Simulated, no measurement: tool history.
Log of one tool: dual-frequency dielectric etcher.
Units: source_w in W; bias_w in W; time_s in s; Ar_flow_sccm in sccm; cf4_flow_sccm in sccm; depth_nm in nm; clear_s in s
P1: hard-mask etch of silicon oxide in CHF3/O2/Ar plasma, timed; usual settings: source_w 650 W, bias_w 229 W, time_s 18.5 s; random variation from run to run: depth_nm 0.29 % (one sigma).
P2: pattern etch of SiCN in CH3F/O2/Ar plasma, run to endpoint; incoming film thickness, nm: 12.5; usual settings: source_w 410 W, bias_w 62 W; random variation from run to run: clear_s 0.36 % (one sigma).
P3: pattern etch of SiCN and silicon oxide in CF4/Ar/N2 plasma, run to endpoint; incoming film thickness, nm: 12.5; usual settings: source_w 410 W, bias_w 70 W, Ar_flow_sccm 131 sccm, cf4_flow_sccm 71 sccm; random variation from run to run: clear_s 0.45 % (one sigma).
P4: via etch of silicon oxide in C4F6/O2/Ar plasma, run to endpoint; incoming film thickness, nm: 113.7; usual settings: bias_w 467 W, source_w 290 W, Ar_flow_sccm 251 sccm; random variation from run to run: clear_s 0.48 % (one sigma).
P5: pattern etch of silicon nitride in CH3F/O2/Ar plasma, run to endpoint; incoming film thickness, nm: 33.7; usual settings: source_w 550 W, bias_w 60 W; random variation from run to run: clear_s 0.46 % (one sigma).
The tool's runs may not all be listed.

| run | hour | process | source_w | bias_w | time_s | Ar_flow_sccm | cf4_flow_sccm | depth_nm | clear_s |
|---|---|---|---|---|---|---|---|---|---|
| 1 | 5.4 | P1 | 650 | 229 | 18.5 |  |  | 40.440 |  |
| 2 | 12.5 | P1 | 650 | 229 | 13.0 |  |  | 28.410 |  |
| 3 | 21.1 | P5 | 550 | 45 |  |  |  |  | 51.086 |
| 4 | 28.6 | P1 | 650 | 229 | 18.5 |  |  | 40.424 |  |
| 5 | 36.9 | P3 | 410 | 70 |  | 131 | 71 |  | 16.557 |
| 6 | 46.0 | P2 | 490 | 62 |  |  |  |  | 32.392 |
| 7 | 53.8 | P4 | 290 | 467 |  | 251 |  |  | 28.698 |
| 8 | 62.3 | P1 | 810 | 163 | 18.5 |  |  | 39.409 |  |
| 9 | 71.5 | P3 | 410 | 70 |  | 131 | 71 |  | 16.659 |
| 10 | 78.4 | P3 | 250 | 70 |  | 131 | 71 |  | 25.757 |
| 11 | 84.9 | P2 | 410 | 49 |  |  |  |  | 37.489 |
| 12 | 89.5 | P3 | 410 | 70 |  | 99 | 71 |  | 15.892 |
| 13 | 95.8 | P3 | 410 | 70 |  | 131 | 52 |  | 17.647 |
| 14 | 105.7 | P4 | 290 | 330 |  | 251 |  |  | 32.703 |
| 15 | 112.8 | P5 | 550 | 60 |  |  |  |  | 46.963 |
| 16 | 118.0 | P1 | 650 | 187 | 18.5 |  |  | 37.792 |  |
| 17 | 128.1 | P1 | 650 | 229 | 18.5 |  |  | 40.473 |  |
| 18 | 133.6 | P5 | 550 | 60 |  |  |  |  | 47.331 |
| 19 | 141.4 | P1 | 650 | 229 | 18.5 |  |  | 40.438 |  |
| 20 | 149.1 | P1 | 650 | 271 | 18.5 |  |  | 42.813 |  |
| 21 | 156.3 | P1 | 650 | 229 | 27.5 |  |  | 60.399 |  |
| 22 | 162.0 | P1 | 650 | 292 | 22.0 |  |  | 52.837 |  |
| 23 | 171.5 | P1 | 650 | 229 | 18.5 |  |  | 40.498 |  |
| 24 | 178.5 | P5 | 420 | 60 |  |  |  |  | 52.260 |
| 25 | 186.2 | P3 | 410 | 50 |  | 131 | 71 |  | 18.693 |
| 26 | 193.6 | P4 | 290 | 467 |  | 336 |  |  | 29.545 |
| 27 | 200.1 | P1 | 800 | 229 | 18.5 |  |  | 43.780 |  |
| 28 | 206.9 | P1 | 390 | 229 | 18.5 |  |  | 33.424 |  |
| 29 | 216.1 | P2 | 410 | 62 |  |  |  |  | 34.714 |
| 30 | 225.5 | P4 | 230 | 467 |  | 251 |  |  | 31.461 |
| 31 | 231.8 | P1 | 650 | 229 | 18.5 |  |  | 40.721 |  |
| 32 | 237.9 | P1 | 650 | 229 | 18.5 |  |  | 40.974 |  |
| 33 | 245.9 | P1 | 650 | 229 | 18.5 |  |  | 41.004 |  |
|  | 254.2 | wet clean of the chamber |
| 34 | 255.7 | P1 | 650 | 229 | 18.5 |  |  | 40.978 |  |
| 35 | 265.0 | P1 | 650 | 229 | 18.5 |  |  | 41.195 |  |
| 36 | 272.0 | P1 | 650 | 229 | 18.5 |  |  | 41.177 |  |
| 37 | 278.1 | P1 | 650 | 229 | 18.5 |  |  | 41.397 |  |
| 38 | 282.5 | P1 | 650 | 229 | 18.5 |  |  | 40.934 |  |
| 39 | 290.8 | P1 | 650 | 229 | 18.5 |  |  | 41.136 |  |

What P1 gives has crept away from where it was. These 2 causes fit the log equally well, each at the size given:
A: bias power that arrives over what is set, % = 4.93
B: source power that arrives over what is set, % = 4.57
The creep began at about hour 231.8.
Why every other cause is out:
chamber walls in a state that raises the etch rate, %: serviced at hour 254.2, which brought nothing back

4 check runs are offered, each on 3 wafers whose results are averaged, their results left as question marks. Which one tells the causes apart?
| check 1 | 299.1 | P4 | 290 | 467 |  | 251 |  |  | ? |
| check 2 | 299.1 | P2 | 410 | 62 |  |  |  |  | ? |
| check 3 | 299.1 | P3 | 410 | 70 |  | 131 | 71 |  | ? |
| check 4 | 299.1 | P5 | 550 | 60 |  |  |  |  | ? |

What each check would give under each cause:
| check | result | if A | if B |
|---|---|---|---|
| check 1 | clear_s | 28.224 | 28.272 |
| check 2 | clear_s | 34.115 | 34.098 |
| check 3 | clear_s | 16.388 | 16.028 |
| check 4 | clear_s | 46.177 | 46.091 |
How far apart the two closest causes lie, in the result that separates them most: check 1 0.17 %; check 2 0.05 %; check 3 2.22 %; check 4 0.19 %
Check 3 tells the causes apart: in the others they would give nearly the same result.

Check 3 was then run and gave: clear_s 16.395 s. Which cause is it?

It is A: bias power that arrives over what is set, %.
